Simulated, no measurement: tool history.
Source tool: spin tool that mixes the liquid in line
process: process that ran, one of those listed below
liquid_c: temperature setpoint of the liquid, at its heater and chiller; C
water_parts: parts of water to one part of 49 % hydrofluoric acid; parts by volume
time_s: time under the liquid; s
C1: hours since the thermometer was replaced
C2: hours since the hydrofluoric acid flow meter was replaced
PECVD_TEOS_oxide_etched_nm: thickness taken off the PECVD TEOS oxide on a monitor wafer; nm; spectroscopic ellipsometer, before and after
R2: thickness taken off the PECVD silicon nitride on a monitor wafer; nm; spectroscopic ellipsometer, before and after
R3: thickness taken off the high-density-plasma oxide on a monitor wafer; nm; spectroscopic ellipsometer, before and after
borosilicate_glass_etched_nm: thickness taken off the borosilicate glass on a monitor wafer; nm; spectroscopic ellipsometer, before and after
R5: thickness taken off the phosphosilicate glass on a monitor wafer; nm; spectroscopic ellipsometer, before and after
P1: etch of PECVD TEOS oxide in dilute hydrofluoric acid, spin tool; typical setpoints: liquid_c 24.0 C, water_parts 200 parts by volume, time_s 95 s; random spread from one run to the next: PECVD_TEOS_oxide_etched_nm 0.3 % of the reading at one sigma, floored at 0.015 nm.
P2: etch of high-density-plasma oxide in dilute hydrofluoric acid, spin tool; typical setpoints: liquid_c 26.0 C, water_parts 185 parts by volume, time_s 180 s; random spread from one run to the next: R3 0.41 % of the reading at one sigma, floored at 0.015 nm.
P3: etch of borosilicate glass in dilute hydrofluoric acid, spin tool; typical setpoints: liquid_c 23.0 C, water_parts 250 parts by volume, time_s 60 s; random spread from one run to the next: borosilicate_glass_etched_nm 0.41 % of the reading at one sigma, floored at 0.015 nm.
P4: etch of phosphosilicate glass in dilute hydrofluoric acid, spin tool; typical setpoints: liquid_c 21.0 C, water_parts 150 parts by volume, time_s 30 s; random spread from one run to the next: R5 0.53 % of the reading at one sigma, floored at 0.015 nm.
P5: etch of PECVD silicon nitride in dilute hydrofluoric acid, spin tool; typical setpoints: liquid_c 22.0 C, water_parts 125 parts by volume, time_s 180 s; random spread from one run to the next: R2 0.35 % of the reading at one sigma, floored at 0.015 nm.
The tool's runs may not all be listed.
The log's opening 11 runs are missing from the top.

{"run": 12, "hour": 47.5, "process": "P1", "liquid_c": 28.0, "water_parts": 200, "time_s": 95, "C1": 1228.7, "C2": 1149.4, "PECVD_TEOS_oxide_etched_nm": 10.729}
{"hour": 48.3, "done": "thermometer replaced"}
{"run": 13, "hour": 52.6, "process": "P3", "liquid_c": 23.0, "water_parts": 150, "time_s": 60, "C1": 4.3, "C2": 1154.5, "borosilicate_glass_etched_nm": 12.325}
{"run": 14, "hour": 57.0, "process": "P3", "liquid_c": 19.0, "water_parts": 250, "time_s": 60, "C1": 8.7, "C2": 1158.9, "borosilicate_glass_etched_nm": 5.7215}
{"run": 15, "hour": 60.2, "process": "P2", "liquid_c": 26.0, "water_parts": 315, "time_s": 180, "C1": 11.9, "C2": 1162.1, "R3": 4.5366}
{"run": 16, "hour": 63.7, "process": "P4", "liquid_c": 21.0, "water_parts": 150, "time_s": 30, "C1": 15.4, "C2": 1165.6, "R5": 28.687}
{"run": 17, "hour": 66.9, "process": "P1", "liquid_c": 24.0, "water_parts": 200, "time_s": 35, "C1": 18.6, "C2": 1168.8, "PECVD_TEOS_oxide_etched_nm": 3.4019}
{"run": 18, "hour": 69.5, "process": "P1", "liquid_c": 24.0, "water_parts": 200, "time_s": 95, "C1": 21.2, "C2": 1171.4, "PECVD_TEOS_oxide_etched_nm": 9.3291}
{"run": 19, "hour": 73.3, "process": "P2", "liquid_c": 32.5, "water_parts": 185, "time_s": 180, "C1": 25.0, "C2": 1175.2, "R3": 11.257}
{"run": 20, "hour": 76.5, "process": "P1", "liquid_c": 24.0, "water_parts": 70, "time_s": 95, "C1": 28.2, "C2": 1178.4, "PECVD_TEOS_oxide_etched_nm": 30.864}
{"run": 21, "hour": 81.2, "process": "P1", "liquid_c": 24.0, "water_parts": 200, "time_s": 95, "C1": 32.9, "C2": 1183.1, "PECVD_TEOS_oxide_etched_nm": 9.2998}
{"run": 22, "hour": 85.6, "process": "P3", "liquid_c": 23.0, "water_parts": 250, "time_s": 60, "C1": 37.3, "C2": 1187.5, "borosilicate_glass_etched_nm": 6.6599}
{"run": 23, "hour": 89.6, "process": "P2", "liquid_c": 26.0, "water_parts": 185, "time_s": 85, "C1": 41.3, "C2": 1191.5, "R3": 4.2061}
{"run": 24, "hour": 92.0, "process": "P1", "liquid_c": 17.0, "water_parts": 200, "time_s": 95, "C1": 43.7, "C2": 1193.9, "PECVD_TEOS_oxide_etched_nm": 7.0212}
{"run": 25, "hour": 97.1, "process": "P5", "liquid_c": 22.0, "water_parts": 125, "time_s": 180, "C1": 48.8, "C2": 1199.0, "R2": 7.0425}
{"run": 26, "hour": 101.8, "process": "P4", "liquid_c": 21.0, "water_parts": 150, "time_s": 55, "C1": 53.5, "C2": 1203.7, "R5": 52.41}

Estimate the outcome of run 27 from the log above:
{"run": 27, "hour": 107.1, "process": "P4", "liquid_c": 21.0, "water_parts": 55, "time_s": 30, "C1": 58.8, "C2": 1209.0, "R5": "?"}

R5: 86.846 nm
